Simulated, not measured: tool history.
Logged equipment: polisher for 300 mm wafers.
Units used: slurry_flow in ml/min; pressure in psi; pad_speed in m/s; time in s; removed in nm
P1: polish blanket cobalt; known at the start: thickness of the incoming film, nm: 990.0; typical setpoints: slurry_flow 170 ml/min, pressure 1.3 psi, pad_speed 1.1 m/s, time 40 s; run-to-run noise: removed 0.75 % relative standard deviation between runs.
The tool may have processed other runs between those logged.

run 1 hour=6.9 | slurry_flow=170 pressure=1.3 pad_speed=1.1 time=40 | removed=121.93
run 2 hour=15 | slurry_flow=170 pressure=1.3 pad_speed=0.5 time=40 | removed=55.064
run 3 hour=23.5 | slurry_flow=100 pressure=1.3 pad_speed=1.1 time=40 | removed=109.99
run 4 hour=31.1 | slurry_flow=170 pressure=1.3 pad_speed=1.1 time=40 | removed=121.97
run 5 hour=39.7 | slurry_flow=170 pressure=1.3 pad_speed=1.1 time=40 | removed=122.13
run 6 hour=46 | slurry_flow=170 pressure=0.7 pad_speed=1.1 time=40 | removed=65.3
run 7 hour=53.7 | slurry_flow=170 pressure=1.3 pad_speed=1.1 time=63 | removed=189.52
run 8 hour=61.7 | slurry_flow=170 pressure=0.8 pad_speed=1.1 time=18 | removed=33.667
run 9 hour=69.4 | slurry_flow=170 pressure=1.3 pad_speed=1.1 time=40 | removed=120.49
run 10 hour=77.5 | slurry_flow=170 pressure=1.3 pad_speed=1.6 time=40 | removed=177.26
run 11 hour=86.8 | slurry_flow=170 pressure=2.1 pad_speed=1.1 time=40 | removed=193.63
run 12 hour=95.7 | slurry_flow=170 pressure=1.3 pad_speed=1.1 time=40 | removed=121.61
run 13 hour=101.7 | slurry_flow=265 pressure=1.3 pad_speed=0.7 time=40 | removed=82.363
run 14 hour=110 | slurry_flow=170 pressure=1.3 pad_speed=1.1 time=18 | removed=54.909
-- hour=117.5 head pressure recalibrated
run 15 hour=117.7 | slurry_flow=170 pressure=1.3 pad_speed=1.1 time=40 | removed=123.41
run 16 hour=125.9 | slurry_flow=235 pressure=1.3 pad_speed=1.1 time=40 | removed=127.25
run 17 hour=132.2 | slurry_flow=170 pressure=1.3 pad_speed=1.1 time=40 | removed=122.56
run 18 hour=141.5 | slurry_flow=170 pressure=1.3 pad_speed=1.1 time=40 | removed=116.28
run 19 hour=146.1 | slurry_flow=170 pressure=1.3 pad_speed=1.1 time=40 | removed=115.53
run 20 hour=152.6 | slurry_flow=170 pressure=1.3 pad_speed=1.1 time=40 | removed=114.83
run 21 hour=158.8 | slurry_flow=170 pressure=1.3 pad_speed=1.1 time=40 | removed=113.2
-- hour=161.8 worn pad replaced by a new one
run 22 hour=167.9 | slurry_flow=170 pressure=1.3 pad_speed=1.1 time=40 | removed=111.68
run 23 hour=174.8 | slurry_flow=170 pressure=1.3 pad_speed=1.1 time=40 | removed=114.15
run 24 hour=181 | slurry_flow=170 pressure=1.3 pad_speed=1.1 time=40 | removed=112.48
run 25 hour=190.3 | slurry_flow=170 pressure=1.3 pad_speed=1.1 time=40 | removed=110.74
run 26 hour=194.9 | slurry_flow=170 pressure=1.3 pad_speed=1.1 time=40 | removed=111.78
run 27 hour=200 | slurry_flow=170 pressure=1.3 pad_speed=1.1 time=40 | removed=112.01

Something has made what P1 gives creep away from where it was; the 2 causes below, each at its own stated size, fit the log equally well:
A: slurry flow missing at the pad, % = 36.3
B: head's pressure below its setpoint, % = 8.22
Creep in the process output first set in at about hour 132.2.
All other causes, with the reason each is excluded:
removal rate lost through wear of the pad, %: work on it at hour 161.8, done after the drift set in, did not restore what the process gave before

Which of the check runs below tells the causes apart, meaning the causes would give it clearly different results? Each run uses 2 wafers whose results are averaged, and each result is shown as a question mark.
run check 1 hour=205.1 | slurry_flow=170 pressure=1.3 pad_speed=0.84 time=58 | removed=?
run check 2 hour=205.1 | slurry_flow=105 pressure=1.3 pad_speed=0.62 time=40 | removed=?
run check 3 hour=205.1 | slurry_flow=170 pressure=1.6 pad_speed=1.1 time=40 | removed=?
run check 4 hour=205.1 | slurry_flow=170 pressure=1.3 pad_speed=0.8 time=18 | removed=?

If the cause were each of the candidates in turn, the checks would give the following:
check=check_1 result=removed if_A=123.57 if_B=123.58
check=check_2 result=removed if_A=54.761 if_B=57.315
check=check_3 result=removed if_A=137.36 if_B=137.36
check=check_4 result=removed if_A=36.524 if_B=36.525
How far apart the two closest causes lie, in the result that separates them most: check 1 0 %; check 2 4.56 %; check 3 0 %; check 4 0 %
Check 2 distinguishes between the causes, while the remaining checks would return nearly the same result for all of them.

Running check 2 produced the following: removed 56.988 nm. Which one of the listed causes fits?

The cause is B: head's pressure below its setpoint, %.
